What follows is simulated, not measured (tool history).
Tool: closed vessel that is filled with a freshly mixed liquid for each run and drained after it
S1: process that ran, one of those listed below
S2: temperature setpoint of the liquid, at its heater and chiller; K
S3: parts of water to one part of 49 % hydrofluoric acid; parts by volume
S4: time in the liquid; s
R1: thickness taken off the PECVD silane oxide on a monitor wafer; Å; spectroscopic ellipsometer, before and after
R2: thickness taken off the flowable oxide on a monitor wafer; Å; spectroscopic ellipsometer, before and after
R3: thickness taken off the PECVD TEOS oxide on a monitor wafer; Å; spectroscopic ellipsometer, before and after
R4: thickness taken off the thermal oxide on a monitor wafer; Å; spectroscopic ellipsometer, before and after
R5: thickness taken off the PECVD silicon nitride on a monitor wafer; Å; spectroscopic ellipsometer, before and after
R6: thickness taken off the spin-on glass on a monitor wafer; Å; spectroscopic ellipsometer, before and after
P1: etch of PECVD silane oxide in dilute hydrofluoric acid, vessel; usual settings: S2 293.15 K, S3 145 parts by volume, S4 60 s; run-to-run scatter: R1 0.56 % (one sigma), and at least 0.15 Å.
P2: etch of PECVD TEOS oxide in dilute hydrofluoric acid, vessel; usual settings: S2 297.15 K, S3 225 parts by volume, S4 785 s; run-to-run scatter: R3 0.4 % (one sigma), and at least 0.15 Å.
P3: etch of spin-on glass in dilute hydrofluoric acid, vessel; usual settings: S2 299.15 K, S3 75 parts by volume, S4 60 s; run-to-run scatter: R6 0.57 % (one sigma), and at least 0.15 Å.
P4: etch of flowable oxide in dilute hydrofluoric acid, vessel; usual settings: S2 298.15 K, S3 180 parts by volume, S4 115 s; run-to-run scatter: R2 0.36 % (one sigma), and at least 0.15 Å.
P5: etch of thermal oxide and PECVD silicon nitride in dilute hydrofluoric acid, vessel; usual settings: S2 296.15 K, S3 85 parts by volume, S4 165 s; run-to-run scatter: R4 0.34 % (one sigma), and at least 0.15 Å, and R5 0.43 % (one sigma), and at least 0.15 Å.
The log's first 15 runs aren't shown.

Run 16, hour 171.1: S1 P1, S2 293.15 K, S3 240 parts by volume, S4 105 s. Result: R1 115.130 Å.
Run 17, hour 179.2: S1 P4, S2 298.15 K, S3 60 parts by volume, S4 115 s. Result: R2 1310.90 Å.
Run 18, hour 192.0: S1 P3, S2 299.15 K, S3 75 parts by volume, S4 60 s. Result: R6 288.38 Å.
Run 19, hour 201.4: S1 P3, S2 299.15 K, S3 20 parts by volume, S4 60 s. Result: R6 1172.00 Å.
Run 20, hour 207.9: S1 P1, S2 293.15 K, S3 145 parts by volume, S4 95 s. Result: R1 186.900 Å.
Run 21, hour 218.3: S1 P5, S2 296.15 K, S3 85 parts by volume, S4 325 s. Result: R4 171.710 Å, R5 182.050 Å.
Run 22, hour 230.7: S1 P2, S2 290.15 K, S3 225 parts by volume, S4 785 s. Result: R3 220.47 Å.
Run 23, hour 237.2: S1 P1, S2 293.15 K, S3 240 parts by volume, S4 60 s. Result: R1 64.300 Å.
Run 24, hour 250.7: S1 P5, S2 296.15 K, S3 85 parts by volume, S4 165 s. Result: R4 87.611 Å, R5 92.198 Å.
Run 25, hour 257.1: S1 P2, S2 297.15 K, S3 225 parts by volume, S4 785 s. Result: R3 290.66 Å.
Run 26, hour 271.0: S1 P3, S2 299.15 K, S3 75 parts by volume, S4 30 s. Result: R6 145.31 Å.
Run 27, hour 280.3: S1 P5, S2 301.15 K, S3 85 parts by volume, S4 165 s. Result: R4 106.410 Å, R5 127.930 Å.
Run 28, hour 289.7: S1 P1, S2 293.15 K, S3 145 parts by volume, S4 60 s. Result: R1 119.260 Å.
Run 29, hour 302.8: S1 P3, S2 299.15 K, S3 75 parts by volume, S4 60 s. Result: R6 290.68 Å.
Run 30, hour 313.1: S1 P4, S2 298.15 K, S3 180 parts by volume, S4 195 s. Result: R2 638.86 Å.

The next listed run, before its measurement:
Run 31, hour 321.3: S1 P1, S2 293.15 K, S3 75 parts by volume, S4 60 s. Result: R1 ?.

R1: 246.690 Å

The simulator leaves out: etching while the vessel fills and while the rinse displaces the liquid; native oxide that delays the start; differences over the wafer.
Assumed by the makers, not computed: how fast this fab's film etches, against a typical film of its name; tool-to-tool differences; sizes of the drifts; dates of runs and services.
